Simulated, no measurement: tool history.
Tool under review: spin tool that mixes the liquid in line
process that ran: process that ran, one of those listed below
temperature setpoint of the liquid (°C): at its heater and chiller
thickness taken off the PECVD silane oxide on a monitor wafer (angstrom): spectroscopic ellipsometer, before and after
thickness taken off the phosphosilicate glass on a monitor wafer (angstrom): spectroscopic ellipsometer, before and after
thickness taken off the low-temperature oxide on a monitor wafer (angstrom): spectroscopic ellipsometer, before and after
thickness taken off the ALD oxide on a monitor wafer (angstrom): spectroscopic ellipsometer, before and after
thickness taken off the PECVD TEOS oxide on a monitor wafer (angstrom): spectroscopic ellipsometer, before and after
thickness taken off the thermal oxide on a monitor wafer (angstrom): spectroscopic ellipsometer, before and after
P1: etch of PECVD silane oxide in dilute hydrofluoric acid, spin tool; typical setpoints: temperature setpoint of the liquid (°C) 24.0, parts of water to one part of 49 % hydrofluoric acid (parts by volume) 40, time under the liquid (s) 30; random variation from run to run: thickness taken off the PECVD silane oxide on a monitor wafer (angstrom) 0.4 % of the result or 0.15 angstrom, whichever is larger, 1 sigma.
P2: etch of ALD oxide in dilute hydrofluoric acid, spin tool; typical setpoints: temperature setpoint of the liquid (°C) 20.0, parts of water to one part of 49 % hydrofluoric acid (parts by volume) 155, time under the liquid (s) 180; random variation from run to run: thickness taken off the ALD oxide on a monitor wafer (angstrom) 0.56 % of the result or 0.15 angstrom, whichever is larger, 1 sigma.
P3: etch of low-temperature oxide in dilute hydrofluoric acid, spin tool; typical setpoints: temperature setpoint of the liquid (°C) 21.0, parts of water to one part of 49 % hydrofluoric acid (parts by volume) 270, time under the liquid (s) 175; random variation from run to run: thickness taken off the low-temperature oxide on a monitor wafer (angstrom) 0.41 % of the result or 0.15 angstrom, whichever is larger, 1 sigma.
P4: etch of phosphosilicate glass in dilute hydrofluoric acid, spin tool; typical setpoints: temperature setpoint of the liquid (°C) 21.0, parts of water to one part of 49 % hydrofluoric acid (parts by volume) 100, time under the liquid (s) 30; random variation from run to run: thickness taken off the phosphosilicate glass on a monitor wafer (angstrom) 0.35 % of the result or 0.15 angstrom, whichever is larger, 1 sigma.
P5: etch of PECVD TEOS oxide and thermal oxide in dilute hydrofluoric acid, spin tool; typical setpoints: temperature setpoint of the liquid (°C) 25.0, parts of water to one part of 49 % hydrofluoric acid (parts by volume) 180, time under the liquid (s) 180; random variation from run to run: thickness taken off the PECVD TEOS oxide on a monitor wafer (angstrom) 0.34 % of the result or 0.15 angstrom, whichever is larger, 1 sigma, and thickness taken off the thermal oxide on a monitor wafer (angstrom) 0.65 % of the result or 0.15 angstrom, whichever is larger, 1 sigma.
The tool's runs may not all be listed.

run    day  process that ran  temperature setpoint of the liquid (°C)  parts of water to one part of 49 % hydrofluoric acid (parts by volume)  time under the liquid (s)  hours since the thermometer was replaced  hours since the hydrofluoric acid flow meter was replaced  thickness taken off the PECVD silane oxide on a monitor wafer (angstrom)  thickness taken off the phosphosilicate glass on a monitor wafer (angstrom)  thickness taken off the low-temperature oxide on a monitor wafer (angstrom)  thickness taken off the ALD oxide on a monitor wafer (angstrom)  thickness taken off the PECVD TEOS oxide on a monitor wafer (angstrom)  thickness taken off the thermal oxide on a monitor wafer (angstrom)
  1  0.117                P1                                     24.0                                                                      40                         30                                     458.7                                                      283.3                                                                    314.23
  2  0.308                P1                                     24.0                                                                      40                         30                                     463.3                                                      287.9                                                                    312.73
  3  0.417                P4                                     21.0                                                                     100                         50                                     465.9                                                      290.5                                                                                                                                                 897.56
  4  0.533                P1                                     24.0                                                                      40                         30                                     468.7                                                      293.3                                                                    313.48
  5  0.700                P3                                     28.0                                                                     270                        175                                     472.7                                                      297.3                                                                                                                                                                                                                             115.930
  6  0.867                P4                                     21.0                                                                      45                         30                                     476.7                                                      301.3                                                                                                                                                1269.80
  7  1.100                P1                                     24.0                                                                      40                         30                                     482.3                                                      306.9                                                                    316.33
  8  1.254                P2                                     20.0                                                                     155                        180                                     486.0                                                      310.6                                                                                                                                                                                                                                                                                               127.15
  9  1.450                P5                                     25.0                                                                     180                        180                                     490.7                                                      315.3                                                                                                                                                                                                                                                                                                                                                                      251.480                                                              42.9400
 10  1.662                P4                                     21.0                                                                     100                         30                                     495.8                                                      320.4                                                                                                                                                 536.07
     1.821  -- thermometer replaced
 11  1.904                P2                                     20.0                                                                     155                        180                                       2.0                                                      326.2                                                                                                                                                                                                                                                                                               129.43
 12  2.083                P1                                     24.0                                                                      40                         30                                       6.3                                                      330.5                                                                    312.82
 13  2.254                P5                                     25.0                                                                      45                        180                                      10.4                                                      334.6                                                                                                                                                                                                                                                                                                                                                                     1183.900                                                             199.7200
 14  2.475                P1                                     24.0                                                                      20                         30                                      15.7                                                      339.9                                                                    645.90
 15  2.712                P3                                     21.0                                                                     270                        175                                      21.4                                                      345.6                                                                                                                                                                                                                              90.264
 16  2.833                P1                                     24.0                                                                      40                         30                                      24.3                                                      348.5                                                                    314.48
 17  2.954                P2                                     20.0                                                                      30                        180                                      27.2                                                      351.4                                                                                                                                                                                                                                                                                               779.22
 18  3.171                P1                                     24.0                                                                      40                         65                                      32.4                                                      356.6                                                                    681.76
 19  3.288                P1                                     17.0                                                                      40                         30                                      35.2                                                      359.4                                                                    233.11
 20  3.504                P4                                     21.0                                                                     100                         30                                      40.4                                                      364.6                                                                                                                                                 536.24
 21  3.642                P4                                     17.0                                                                     100                         30                                      43.7                                                      367.9                                                                                                                                                 455.04
 22  3.879                P2                                     20.0                                                                     155                        315                                      49.4                                                      373.6                                                                                                                                                                                                                                                                                               224.69
 23  3.988                P5                                     25.0                                                                     180                         20                                      52.0                                                      376.2                                                                                                                                                                                                                                                                                                                                                                       28.036                                                               4.6691
     4.012  -- hydrofluoric acid flow meter replaced
 24  4.188                P1                                     28.0                                                                      40                         30                                      56.8                                                        4.2                                                                    370.25
 25  4.321                P1                                     29.5                                                                      40                         15                                      60.0                                                        7.4                                                                    196.84
 26  4.471                P5                                     30.0                                                                     180                        180                                      63.6                                                       11.0                                                                                                                                                                                                                                                                                                                                                                      302.330                                                              51.3920
 27  4.638                P3                                     21.0                                                                     430                        175                                      67.6                                                       15.0                                                                                                                                                                                                                              49.466
 28  4.808                P1                                     24.0                                                                      40                         15                                      71.7                                                       19.1                                                                    158.17
 29  5.050                P2                                     27.5                                                                     155                        180                                      77.5                                                       24.9                                                                                                                                                                                                                                                                                               172.65
 30  5.258                P3                                     21.0                                                                     270                         45                                      82.5                                                       29.9                                                                                                                                                                                                                              22.951

Predict the results of run 31:
 31  5.462                P1                                     24.0                                                                      65                         30                                      87.4                                                       34.8                                                                         ?

thickness taken off the PECVD silane oxide on a monitor wafer (angstrom): 187.30

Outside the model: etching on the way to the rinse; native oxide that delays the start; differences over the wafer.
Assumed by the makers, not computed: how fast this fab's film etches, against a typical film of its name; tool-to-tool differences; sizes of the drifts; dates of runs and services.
